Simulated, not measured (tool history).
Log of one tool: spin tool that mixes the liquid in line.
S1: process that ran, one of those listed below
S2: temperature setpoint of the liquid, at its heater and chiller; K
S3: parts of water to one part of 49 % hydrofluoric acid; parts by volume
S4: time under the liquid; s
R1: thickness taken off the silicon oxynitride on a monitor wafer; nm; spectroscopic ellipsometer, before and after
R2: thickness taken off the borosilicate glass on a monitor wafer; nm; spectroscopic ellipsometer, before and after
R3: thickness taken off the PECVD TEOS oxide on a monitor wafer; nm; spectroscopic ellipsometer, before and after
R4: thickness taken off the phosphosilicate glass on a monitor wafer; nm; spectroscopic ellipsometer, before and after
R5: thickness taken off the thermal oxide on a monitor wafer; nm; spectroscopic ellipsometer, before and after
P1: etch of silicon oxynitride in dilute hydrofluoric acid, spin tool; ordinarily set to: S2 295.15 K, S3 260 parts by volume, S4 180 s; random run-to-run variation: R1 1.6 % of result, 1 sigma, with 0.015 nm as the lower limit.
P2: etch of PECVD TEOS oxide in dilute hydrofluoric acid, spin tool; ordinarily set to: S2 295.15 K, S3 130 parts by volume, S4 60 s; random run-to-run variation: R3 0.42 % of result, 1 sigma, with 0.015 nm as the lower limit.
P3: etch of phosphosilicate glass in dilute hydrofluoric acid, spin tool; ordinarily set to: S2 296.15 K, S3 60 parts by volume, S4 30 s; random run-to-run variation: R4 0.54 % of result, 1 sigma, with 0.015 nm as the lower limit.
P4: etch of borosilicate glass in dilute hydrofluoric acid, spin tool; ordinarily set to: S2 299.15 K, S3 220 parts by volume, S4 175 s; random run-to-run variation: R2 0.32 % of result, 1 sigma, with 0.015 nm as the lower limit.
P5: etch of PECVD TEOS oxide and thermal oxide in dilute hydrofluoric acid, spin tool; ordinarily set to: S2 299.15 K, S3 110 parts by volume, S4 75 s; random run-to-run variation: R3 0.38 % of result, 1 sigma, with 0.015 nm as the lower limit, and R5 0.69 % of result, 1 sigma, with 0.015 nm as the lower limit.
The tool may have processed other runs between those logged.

run   hour  S1      S2   S3   S4       R1      R2       R3      R4      R5
  1    7.4  P1  295.15  260  180  1.43330
  2   14.9  P4  299.15  400  175           14.447
  3   23.0  P1  295.15  260  180  1.43870
  4   35.3  P2  295.15  130  105                   12.4790
  5   50.3  P3  296.15   60   30                            43.970
  6   60.8  P1  295.15  260  180  1.47180
  7   68.9  P2  295.15  130   60                    7.0991
  8   82.1  P1  295.15  375  180  0.94446
  9   89.9  P3  296.15   60   60                            88.715
 10   98.4  P3  296.15   60   30                            44.294
 11  105.8  P1  300.15  370  180  1.14250
 12  113.6  P2  295.15  130   60                    7.0974
 13  123.3  P1  295.15  260  180  1.48520
 14  130.5  P5  299.15  110   75                   12.4190          3.2749
 15  139.4  P2  295.15   75   60                   13.1560
 16  150.9  P5  293.65  110   75                   10.0630          2.6415
 17  160.4  P4  299.15  220  175           31.299
 18  168.0  P5  299.15  110   75                   12.4350          3.2410
 19  178.9  P1  302.15  105  180  5.59830
 20  188.4  P1  295.15  260  180  1.47690
 21  199.0  P5  299.15  110   35                    5.8423          1.5116
 22  205.9  P1  295.15  260  305  2.42330
 23  213.1  P1  300.15  260   60  0.61108
 24  227.0  P4  305.15  220  175           38.757
 25  238.5  P1  290.15  260  180  1.14550
 26  247.3  P1  295.15  260   65  0.53449
 27  254.5  P2  290.15  130   60                    5.7920

Run 28 comes next. What will it give?
 28  261.4  P4  299.15  220  265       ?

{"run 28": {"R2": 47.592}}

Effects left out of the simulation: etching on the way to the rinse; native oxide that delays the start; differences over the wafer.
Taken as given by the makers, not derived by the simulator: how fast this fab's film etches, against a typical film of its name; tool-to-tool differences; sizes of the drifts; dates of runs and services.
